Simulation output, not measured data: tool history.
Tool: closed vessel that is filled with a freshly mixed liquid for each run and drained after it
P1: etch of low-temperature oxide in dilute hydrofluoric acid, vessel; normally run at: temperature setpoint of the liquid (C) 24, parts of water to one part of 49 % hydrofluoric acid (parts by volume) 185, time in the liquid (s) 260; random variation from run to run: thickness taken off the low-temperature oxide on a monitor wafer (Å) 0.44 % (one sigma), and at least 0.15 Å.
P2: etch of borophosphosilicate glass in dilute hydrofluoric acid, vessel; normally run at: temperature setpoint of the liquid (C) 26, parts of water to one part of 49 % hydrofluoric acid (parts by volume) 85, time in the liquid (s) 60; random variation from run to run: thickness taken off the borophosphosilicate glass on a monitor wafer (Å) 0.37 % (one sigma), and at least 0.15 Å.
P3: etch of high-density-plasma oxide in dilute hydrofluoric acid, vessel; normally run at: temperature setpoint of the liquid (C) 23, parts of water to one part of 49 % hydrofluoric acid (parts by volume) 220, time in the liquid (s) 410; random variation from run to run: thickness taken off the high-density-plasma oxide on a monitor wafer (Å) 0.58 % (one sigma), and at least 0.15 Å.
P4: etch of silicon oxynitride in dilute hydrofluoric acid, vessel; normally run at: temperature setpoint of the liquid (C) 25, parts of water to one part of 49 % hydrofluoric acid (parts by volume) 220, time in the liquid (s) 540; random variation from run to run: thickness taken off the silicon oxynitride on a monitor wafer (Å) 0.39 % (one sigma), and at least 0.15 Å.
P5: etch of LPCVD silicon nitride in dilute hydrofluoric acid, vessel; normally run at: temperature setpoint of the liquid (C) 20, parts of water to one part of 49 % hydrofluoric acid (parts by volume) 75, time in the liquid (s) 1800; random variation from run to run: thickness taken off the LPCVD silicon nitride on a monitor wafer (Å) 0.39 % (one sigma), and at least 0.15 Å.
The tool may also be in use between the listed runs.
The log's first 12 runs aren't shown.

| run | hour | process that ran | temperature setpoint of the liquid (C) | parts of water to one part of 49 % hydrofluoric acid (parts by volume) | time in the liquid (s) | hours since the thermometer was replaced | hours since the hydrofluoric acid flow meter was replaced | thickness taken off the low-temperature oxide on a monitor wafer (Å) | thickness taken off the LPCVD silicon nitride on a monitor wafer (Å) | thickness taken off the high-density-plasma oxide on a monitor wafer (Å) | thickness taken off the silicon oxynitride on a monitor wafer (Å) | thickness taken off the borophosphosilicate glass on a monitor wafer (Å) |
|---|---|---|---|---|---|---|---|---|---|---|---|---|
| 13 | 102.9 | P1 | 24 | 80 | 260 | 288.7 | 1238.9 | 784.1 |  |  |  |  |
| 14 | 112.5 | P1 | 24 | 185 | 260 | 298.3 | 1248.5 | 302.26 |  |  |  |  |
| 15 | 120.7 | P1 | 28.5 | 185 | 260 | 306.5 | 1256.7 | 355.15 |  |  |  |  |
| 16 | 126.6 | P1 | 20.5 | 275 | 260 | 312.4 | 1262.6 | 163.03 |  |  |  |  |
| 17 | 134.9 | P1 | 24 | 185 | 260 | 320.7 | 1270.9 | 301.81 |  |  |  |  |
| 18 | 143.6 | P5 | 20 | 75 | 1800 | 329.4 | 1279.6 |  | 90.652 |  |  |  |
| 19 | 151 | P5 | 20 | 20 | 1800 | 336.8 | 1287 |  | 323.74 |  |  |  |
| 20 | 157 | P5 | 28 | 75 | 1800 | 342.8 | 1293 |  | 153.08 |  |  |  |
| 21 | 163.9 | P1 | 24 | 185 | 260 | 349.7 | 1299.9 | 300.79 |  |  |  |  |
| 22 | 174.8 | P1 | 24 | 185 | 75 | 360.6 | 1310.8 | 86.451 |  |  |  |  |
| 23 | 184.4 | P2 | 26 | 85 | 60 | 370.2 | 1320.4 |  |  |  |  | 427.8 |
| 24 | 191.1 | P4 | 25 | 80 | 540 | 376.9 | 1327.1 |  |  |  | 173.11 |  |
| 25 | 201.9 | P2 | 33.5 | 85 | 60 | 387.7 | 1337.9 |  |  |  |  | 570.28 |

The next listed run, before its measurement:
| 26 | 209.8 | P3 | 23 | 220 | 410 | 395.6 | 1345.8 |  |  | ? |  |  |

Run 26 gave thickness taken off the high-density-plasma oxide on a monitor wafer (Å) 78.765.
